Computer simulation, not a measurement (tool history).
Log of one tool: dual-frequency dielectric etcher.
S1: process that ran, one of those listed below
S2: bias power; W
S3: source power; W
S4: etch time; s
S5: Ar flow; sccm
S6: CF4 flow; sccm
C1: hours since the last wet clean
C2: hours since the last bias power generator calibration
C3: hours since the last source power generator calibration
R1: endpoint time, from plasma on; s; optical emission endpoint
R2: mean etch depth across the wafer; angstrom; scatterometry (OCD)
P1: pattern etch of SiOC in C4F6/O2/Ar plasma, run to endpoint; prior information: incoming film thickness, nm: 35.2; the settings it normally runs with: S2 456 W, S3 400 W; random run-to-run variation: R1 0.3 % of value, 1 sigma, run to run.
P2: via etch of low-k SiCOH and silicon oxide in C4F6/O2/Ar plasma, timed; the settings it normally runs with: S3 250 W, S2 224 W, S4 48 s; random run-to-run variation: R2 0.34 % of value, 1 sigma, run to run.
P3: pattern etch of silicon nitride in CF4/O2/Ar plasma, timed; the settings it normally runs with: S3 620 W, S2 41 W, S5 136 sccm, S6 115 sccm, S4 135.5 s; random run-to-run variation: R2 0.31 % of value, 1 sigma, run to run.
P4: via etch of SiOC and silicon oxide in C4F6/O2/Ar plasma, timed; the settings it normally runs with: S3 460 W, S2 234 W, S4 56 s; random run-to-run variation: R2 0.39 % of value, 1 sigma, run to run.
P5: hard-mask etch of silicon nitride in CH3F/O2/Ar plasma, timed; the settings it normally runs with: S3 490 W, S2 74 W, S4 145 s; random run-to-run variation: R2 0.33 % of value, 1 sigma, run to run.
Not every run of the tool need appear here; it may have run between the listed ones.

{"run": 1, "day": 0.321, "S1": "P1", "S2": 456, "S3": 400, "C1": 90.4, "C2": 1573.2, "C3": 957.1, "R1": 12.473}
{"run": 2, "day": 0.658, "S1": "P4", "S2": 234, "S3": 630, "S4": 56, "C1": 98.5, "C2": 1581.3, "C3": 965.2, "R2": 825.31}
{"run": 3, "day": 1.242, "S1": "P1", "S2": 456, "S3": 400, "C1": 112.5, "C2": 1595.3, "C3": 979.2, "R1": 12.447}
{"run": 4, "day": 1.717, "S1": "P1", "S2": 456, "S3": 400, "C1": 123.9, "C2": 1606.7, "C3": 990.6, "R1": 12.395}
{"run": 5, "day": 2.15, "S1": "P3", "S2": 41, "S3": 620, "S4": 135.5, "S5": 136, "S6": 115, "C1": 134.3, "C2": 1617.1, "C3": 1001, "R2": 2887.4}
{"run": 6, "day": 2.554, "S1": "P2", "S2": 224, "S3": 250, "S4": 48, "C1": 144, "C2": 1626.8, "C3": 1010.7, "R2": 1036.5}
{"run": 7, "day": 2.854, "S1": "P1", "S2": 375, "S3": 530, "C1": 151.2, "C2": 1634, "C3": 1017.9, "R1": 11.984}
{"run": 8, "day": 3.304, "S1": "P3", "S2": 41, "S3": 390, "S4": 135.5, "S5": 136, "S6": 115, "C1": 162, "C2": 1644.8, "C3": 1028.7, "R2": 1933}
{"run": 9, "day": 3.771, "S1": "P2", "S2": 224, "S3": 170, "S4": 48, "C1": 173.2, "C2": 1656, "C3": 1039.9, "R2": 900.78}
{"run": 10, "day": 4.2, "S1": "P2", "S2": 277, "S3": 250, "S4": 48, "C1": 183.5, "C2": 1666.3, "C3": 1050.2, "R2": 1123.8}
{"run": 11, "day": 4.633, "S1": "P1", "S2": 615, "S3": 400, "C1": 193.9, "C2": 1676.7, "C3": 1060.6, "R1": 11.057}
{"run": 12, "day": 5.133, "S1": "P2", "S2": 224, "S3": 250, "S4": 72, "C1": 205.9, "C2": 1688.7, "C3": 1072.6, "R2": 1552.6}
{"run": 13, "day": 5.454, "S1": "P4", "S2": 328, "S3": 460, "S4": 56, "C1": 213.6, "C2": 1696.4, "C3": 1080.3, "R2": 823.15}
{"run": 14, "day": 6.029, "S1": "P5", "S2": 74, "S3": 490, "S4": 190.5, "C1": 227.4, "C2": 1710.2, "C3": 1094.1, "R2": 1506.7}
{"run": 15, "day": 6.633, "S1": "P1", "S2": 456, "S3": 240, "C1": 241.9, "C2": 1724.7, "C3": 1108.6, "R1": 15.041}
{"run": 16, "day": 7.046, "S1": "P1", "S2": 288, "S3": 400, "C1": 251.8, "C2": 1734.6, "C3": 1118.5, "R1": 14.647}
{"run": 17, "day": 7.538, "S1": "P5", "S2": 55, "S3": 490, "S4": 145, "C1": 263.6, "C2": 1746.4, "C3": 1130.3, "R2": 1039.8}
{"run": 18, "day": 7.829, "S1": "P4", "S2": 234, "S3": 460, "S4": 69.5, "C1": 270.6, "C2": 1753.4, "C3": 1137.3, "R2": 905.39}
{"run": 19, "day": 8.154, "S1": "P4", "S2": 234, "S3": 460, "S4": 56, "C1": 278.4, "C2": 1761.2, "C3": 1145.1, "R2": 725.75}
{"run": 20, "day": 8.454, "S1": "P3", "S2": 29, "S3": 620, "S4": 135.5, "S5": 136, "S6": 115, "C1": 285.6, "C2": 1768.4, "C3": 1152.3, "R2": 2561.5}
{"run": 21, "day": 8.929, "S1": "P3", "S2": 41, "S3": 620, "S4": 135.5, "S5": 136, "S6": 81, "C1": 297, "C2": 1779.8, "C3": 1163.7, "R2": 2724.4}
{"run": 22, "day": 9.325, "S1": "P5", "S2": 74, "S3": 490, "S4": 145, "C1": 306.5, "C2": 1789.3, "C3": 1173.2, "R2": 1147.5}
{"run": 23, "day": 9.838, "S1": "P2", "S2": 224, "S3": 250, "S4": 48, "C1": 318.8, "C2": 1801.6, "C3": 1185.5, "R2": 1048.4}
{"run": 24, "day": 10.329, "S1": "P1", "S2": 456, "S3": 400, "C1": 330.6, "C2": 1813.4, "C3": 1197.3, "R1": 12.522}
{"run": 25, "day": 10.896, "S1": "P1", "S2": 456, "S3": 400, "C1": 344.2, "C2": 1827, "C3": 1210.9, "R1": 12.468}
{"run": 26, "day": 11.229, "S1": "P5", "S2": 74, "S3": 320, "S4": 145, "C1": 352.2, "C2": 1835, "C3": 1218.9, "R2": 974.03}
{"run": 27, "day": 11.642, "S1": "P3", "S2": 41, "S3": 620, "S4": 135.5, "S5": 179, "S6": 115, "C1": 362.1, "C2": 1844.9, "C3": 1228.8, "R2": 2778.3}
{"run": 28, "day": 12.183, "S1": "P1", "S2": 456, "S3": 560, "C1": 375.1, "C2": 1857.9, "C3": 1241.8, "R1": 11.014}
{"run": 29, "day": 12.579, "S1": "P5", "S2": 74, "S3": 490, "S4": 145, "C1": 384.6, "C2": 1867.4, "C3": 1251.3, "R2": 1147.2}
{"run": 30, "day": 13.138, "S1": "P3", "S2": 41, "S3": 620, "S4": 135.5, "S5": 136, "S6": 115, "C1": 398, "C2": 1880.8, "C3": 1264.7, "R2": 2890.2}
{"run": 31, "day": 13.671, "S1": "P3", "S2": 41, "S3": 620, "S4": 187.5, "S5": 136, "S6": 115, "C1": 410.8, "C2": 1893.6, "C3": 1277.5, "R2": 3987}
{"run": 32, "day": 13.954, "S1": "P1", "S2": 456, "S3": 400, "C1": 417.6, "C2": 1900.4, "C3": 1284.3, "R1": 12.47}
{"run": 33, "day": 14.588, "S1": "P1", "S2": 456, "S3": 400, "C1": 432.8, "C2": 1915.6, "C3": 1299.5, "R1": 12.484}
{"run": 34, "day": 14.9, "S1": "P1", "S2": 456, "S3": 400, "C1": 440.3, "C2": 1923.1, "C3": 1307, "R1": 12.565}
{"run": 35, "day": 15.392, "S1": "P1", "S2": 456, "S3": 400, "C1": 452.1, "C2": 1934.9, "C3": 1318.8, "R1": 12.547}
{"run": 36, "day": 15.738, "S1": "P1", "S2": 456, "S3": 400, "C1": 460.4, "C2": 1943.2, "C3": 1327.1, "R1": 12.593}
{"run": 37, "day": 16.346, "S1": "P1", "S2": 456, "S3": 400, "C1": 475, "C2": 1957.8, "C3": 1341.7, "R1": 12.558}
{"run": 38, "day": 16.658, "S1": "P1", "S2": 456, "S3": 400, "C1": 482.5, "C2": 1965.3, "C3": 1349.2, "R1": 12.566}
{"run": 39, "day": 16.946, "S1": "P1", "S2": 456, "S3": 400, "C1": 489.4, "C2": 1972.2, "C3": 1356.1, "R1": 12.618}
{"day": 17.292, "done": "wet clean of the chamber"}
{"run": 40, "day": 17.579, "S1": "P1", "S2": 456, "S3": 400, "C1": 6.9, "C2": 1987.4, "C3": 1371.3, "R1": 12.618}
{"run": 41, "day": 18.146, "S1": "P1", "S2": 456, "S3": 400, "C1": 20.5, "C2": 2001, "C3": 1384.9, "R1": 12.645}
{"run": 42, "day": 18.692, "S1": "P1", "S2": 456, "S3": 400, "C1": 33.6, "C2": 2014.1, "C3": 1398, "R1": 12.65}

What P1 gives has crept away from where it was. These 2 causes fit the log equally well, each at the size given:
A: bias power that arrives under what is set, % = 4.06
B: source power that arrives under what is set, % = 4.03
The process output started creeping at around day 13.954.
Why every other cause is out:
chamber walls in a state that lowers the etch rate, %: work on it at day 17.292, done after the drift set in, did not restore what the process gave before

Below are 4 check runs, each averaged over 2 wafers, with their results shown as question marks. Which of them would give clearly different results depending on which cause is behind the drift?
{"run": "check 1", "day": 19.238, "S1": "P2", "S2": 224, "S3": 250, "S4": 48, "R2": "?"}
{"run": "check 2", "day": 19.238, "S1": "P5", "S2": 74, "S3": 490, "S4": 145, "R2": "?"}
{"run": "check 3", "day": 19.238, "S1": "P4", "S2": 234, "S3": 460, "S4": 56, "R2": "?"}
{"run": "check 4", "day": 19.238, "S1": "P3", "S2": 41, "S3": 620, "S4": 135.5, "S5": 136, "S6": 115, "R2": "?"}

How each check would come out, cause by cause:
check=check_1 result=R2 if_A=1027.7 if_B=1026
check=check_2 result=R2 if_A=1132.3 if_B=1130.4
check=check_3 result=R2 if_A=721.91 if_B=720.57
check=check_4 result=R2 if_A=2842.6 if_B=2783.1
Per-check spread between the two closest causes, in the result where they differ most: check 1 0.16 %; check 2 0.16 %; check 3 0.19 %; check 4 2.11 %
Only check 4 tells the causes apart: in the others they would give nearly the same result.

With check 4 done, the readings were: R2 2838.4 angstrom. Identify which of the listed causes applies.

The cause is A: bias power that arrives under what is set, %.
